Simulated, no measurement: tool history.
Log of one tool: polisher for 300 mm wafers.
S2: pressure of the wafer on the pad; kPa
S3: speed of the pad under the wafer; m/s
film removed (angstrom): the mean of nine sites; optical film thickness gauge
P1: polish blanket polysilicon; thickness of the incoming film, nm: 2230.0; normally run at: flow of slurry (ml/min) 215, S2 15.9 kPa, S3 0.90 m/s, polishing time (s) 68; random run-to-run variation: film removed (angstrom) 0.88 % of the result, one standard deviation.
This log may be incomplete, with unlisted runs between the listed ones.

{"run": 1, "hour": 4.9, "flow of slurry (ml/min)": 215, "S2": 15.9, "S3": 0.9, "polishing time (s)": 68, "film removed (angstrom)": 4309.3}
{"run": 2, "hour": 7.5, "flow of slurry (ml/min)": 215, "S2": 9.7, "S3": 0.9, "polishing time (s)": 68, "film removed (angstrom)": 2657.7}
{"run": 3, "hour": 10.7, "flow of slurry (ml/min)": 215, "S2": 24.8, "S3": 0.9, "polishing time (s)": 68, "film removed (angstrom)": 6833.8}
{"run": 4, "hour": 15.7, "flow of slurry (ml/min)": 275, "S2": 20.7, "S3": 0.9, "polishing time (s)": 68, "film removed (angstrom)": 5781.1}
{"run": 5, "hour": 20.4, "flow of slurry (ml/min)": 215, "S2": 15.9, "S3": 0.9, "polishing time (s)": 68, "film removed (angstrom)": 4322.9}
{"run": 6, "hour": 22.7, "flow of slurry (ml/min)": 215, "S2": 15.9, "S3": 0.4, "polishing time (s)": 68, "film removed (angstrom)": 1911.8}
{"run": 7, "hour": 25.2, "flow of slurry (ml/min)": 215, "S2": 15.9, "S3": 1.36, "polishing time (s)": 68, "film removed (angstrom)": 6519.4}
{"run": 8, "hour": 30.1, "flow of slurry (ml/min)": 130, "S2": 15.9, "S3": 0.9, "polishing time (s)": 68, "film removed (angstrom)": 4018.7}
{"run": 9, "hour": 32.4, "flow of slurry (ml/min)": 215, "S2": 21.4, "S3": 1.26, "polishing time (s)": 68, "film removed (angstrom)": 8201.4}
{"run": 10, "hour": 36.4, "flow of slurry (ml/min)": 315, "S2": 15.9, "S3": 0.9, "polishing time (s)": 68, "film removed (angstrom)": 4532.4}
{"run": 11, "hour": 39.7, "flow of slurry (ml/min)": 215, "S2": 15.9, "S3": 0.9, "polishing time (s)": 68, "film removed (angstrom)": 4347.1}
{"run": 12, "hour": 44.3, "flow of slurry (ml/min)": 215, "S2": 15.9, "S3": 0.9, "polishing time (s)": 68, "film removed (angstrom)": 4268.5}
{"run": 13, "hour": 47.9, "flow of slurry (ml/min)": 215, "S2": 15.9, "S3": 0.9, "polishing time (s)": 37, "film removed (angstrom)": 2349.3}
{"hour": 51.3, "done": "slurry nozzle cleaned"}
{"run": 14, "hour": 52.7, "flow of slurry (ml/min)": 215, "S2": 15.9, "S3": 0.9, "polishing time (s)": 68, "film removed (angstrom)": 4288.7}
{"run": 15, "hour": 56.2, "flow of slurry (ml/min)": 215, "S2": 15.9, "S3": 0.9, "polishing time (s)": 68, "film removed (angstrom)": 4355.0}
{"run": 16, "hour": 60.3, "flow of slurry (ml/min)": 215, "S2": 15.9, "S3": 0.9, "polishing time (s)": 100, "film removed (angstrom)": 6428.0}
{"run": 17, "hour": 65.2, "flow of slurry (ml/min)": 215, "S2": 15.9, "S3": 0.9, "polishing time (s)": 68, "film removed (angstrom)": 4370.8}
{"run": 18, "hour": 68.2, "flow of slurry (ml/min)": 215, "S2": 15.9, "S3": 0.9, "polishing time (s)": 68, "film removed (angstrom)": 4314.4}
{"run": 19, "hour": 71.2, "flow of slurry (ml/min)": 215, "S2": 15.9, "S3": 0.9, "polishing time (s)": 68, "film removed (angstrom)": 4243.7}
{"run": 20, "hour": 74.7, "flow of slurry (ml/min)": 215, "S2": 15.9, "S3": 0.9, "polishing time (s)": 68, "film removed (angstrom)": 4223.6}
{"run": 21, "hour": 79.7, "flow of slurry (ml/min)": 215, "S2": 15.9, "S3": 0.9, "polishing time (s)": 68, "film removed (angstrom)": 4111.8}
{"hour": 83.4, "done": "worn pad replaced by a new one"}
{"run": 22, "hour": 84.0, "flow of slurry (ml/min)": 215, "S2": 15.9, "S3": 0.9, "polishing time (s)": 68, "film removed (angstrom)": 4090.3}

Expected results for the next run?
{"run": 23, "hour": 86.4, "flow of slurry (ml/min)": 215, "S2": 15.9, "S3": 0.9, "polishing time (s)": 68, "film removed (angstrom)": "?"}

{"run 23": {"film removed (angstrom)": 4081.5}}

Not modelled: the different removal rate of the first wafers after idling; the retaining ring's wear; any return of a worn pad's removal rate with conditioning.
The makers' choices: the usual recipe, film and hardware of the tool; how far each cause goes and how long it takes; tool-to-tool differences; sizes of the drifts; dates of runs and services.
